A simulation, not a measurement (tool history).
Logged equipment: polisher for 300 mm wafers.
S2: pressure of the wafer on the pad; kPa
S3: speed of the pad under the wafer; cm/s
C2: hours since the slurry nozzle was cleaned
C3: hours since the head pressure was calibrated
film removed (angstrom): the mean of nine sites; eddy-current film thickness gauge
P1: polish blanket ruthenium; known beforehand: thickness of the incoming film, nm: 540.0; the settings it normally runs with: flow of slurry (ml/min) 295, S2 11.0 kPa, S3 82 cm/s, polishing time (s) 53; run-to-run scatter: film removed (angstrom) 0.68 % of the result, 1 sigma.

run 1 day=0.242 | flow_of_slurry_(ml/min)=295 S2=11.0 S3=82 polishing_time_(s)=53 | wafers_polished_on_this_pad=380 C2=85.8 C3=420.1 | film_removed_(angstrom)=432.90
run 2 day=0.562 | flow_of_slurry_(ml/min)=295 S2=11.0 S3=82 polishing_time_(s)=79 | wafers_polished_on_this_pad=426 C2=93.5 C3=427.8 | film_removed_(angstrom)=640.90
-- day=0.729 slurry nozzle cleaned
run 3 day=1.083 | flow_of_slurry_(ml/min)=295 S2=11.0 S3=82 polishing_time_(s)=53 | wafers_polished_on_this_pad=502 C2=8.5 C3=440.3 | film_removed_(angstrom)=435.67
run 4 day=1.588 | flow_of_slurry_(ml/min)=175 S2=11.0 S3=82 polishing_time_(s)=53 | wafers_polished_on_this_pad=575 C2=20.6 C3=452.4 | film_removed_(angstrom)=410.14
run 5 day=1.996 | flow_of_slurry_(ml/min)=295 S2=11.0 S3=44 polishing_time_(s)=53 | wafers_polished_on_this_pad=634 C2=30.4 C3=462.2 | film_removed_(angstrom)=233.30
run 6 day=2.383 | flow_of_slurry_(ml/min)=295 S2=11.0 S3=82 polishing_time_(s)=53 | wafers_polished_on_this_pad=691 C2=39.7 C3=471.5 | film_removed_(angstrom)=430.35
run 7 day=2.700 | flow_of_slurry_(ml/min)=295 S2=11.0 S3=114 polishing_time_(s)=53 | wafers_polished_on_this_pad=737 C2=47.3 C3=479.1 | film_removed_(angstrom)=606.73
run 8 day=2.925 | flow_of_slurry_(ml/min)=295 S2=11.0 S3=82 polishing_time_(s)=53 | wafers_polished_on_this_pad=769 C2=52.7 C3=484.5 | film_removed_(angstrom)=432.71
run 9 day=3.204 | flow_of_slurry_(ml/min)=295 S2=17.2 S3=82 polishing_time_(s)=53 | wafers_polished_on_this_pad=810 C2=59.4 C3=491.2 | film_removed_(angstrom)=683.42
run 10 day=3.496 | flow_of_slurry_(ml/min)=295 S2=11.0 S3=82 polishing_time_(s)=32 | wafers_polished_on_this_pad=852 C2=66.4 C3=498.2 | film_removed_(angstrom)=262.94
run 11 day=3.804 | flow_of_slurry_(ml/min)=295 S2=5.5 S3=82 polishing_time_(s)=53 | wafers_polished_on_this_pad=897 C2=73.8 C3=505.6 | film_removed_(angstrom)=217.17
run 12 day=4.262 | flow_of_slurry_(ml/min)=375 S2=11.0 S3=82 polishing_time_(s)=53 | wafers_polished_on_this_pad=963 C2=84.8 C3=516.6 | film_removed_(angstrom)=445.40
run 13 day=4.571 | flow_of_slurry_(ml/min)=175 S2=11.0 S3=82 polishing_time_(s)=70 | wafers_polished_on_this_pad=1008 C2=92.2 C3=524.0 | film_removed_(angstrom)=539.96
run 14 day=5.042 | flow_of_slurry_(ml/min)=295 S2=11.0 S3=82 polishing_time_(s)=53 | wafers_polished_on_this_pad=1077 C2=103.5 C3=535.3 | film_removed_(angstrom)=438.33
run 15 day=5.496 | flow_of_slurry_(ml/min)=295 S2=11.0 S3=82 polishing_time_(s)=53 | wafers_polished_on_this_pad=1143 C2=114.4 C3=546.2 | film_removed_(angstrom)=431.95
run 16 day=5.875 | flow_of_slurry_(ml/min)=295 S2=11.0 S3=82 polishing_time_(s)=53 | wafers_polished_on_this_pad=1198 C2=123.5 C3=555.3 | film_removed_(angstrom)=429.24
run 17 day=6.367 | flow_of_slurry_(ml/min)=295 S2=11.0 S3=82 polishing_time_(s)=53 | wafers_polished_on_this_pad=1269 C2=135.3 C3=567.1 | film_removed_(angstrom)=419.85
run 18 day=6.708 | flow_of_slurry_(ml/min)=295 S2=11.0 S3=82 polishing_time_(s)=53 | wafers_polished_on_this_pad=1319 C2=143.5 C3=575.3 | film_removed_(angstrom)=421.81
-- day=7.129 head pressure recalibrated
run 19 day=7.133 | flow_of_slurry_(ml/min)=295 S2=11.0 S3=82 polishing_time_(s)=53 | wafers_polished_on_this_pad=1380 C2=153.7 C3=0.1 | film_removed_(angstrom)=420.69

Run 20 has not been measured yet. What should we expect?
run 20 day=7.604 | flow_of_slurry_(ml/min)=295 S2=11.0 S3=82 polishing_time_(s)=53 | wafers_polished_on_this_pad=1449 C2=165.0 C3=11.4 | film_removed_(angstrom)=?

{"run 20": {"film removed (angstrom)": 421.35}}
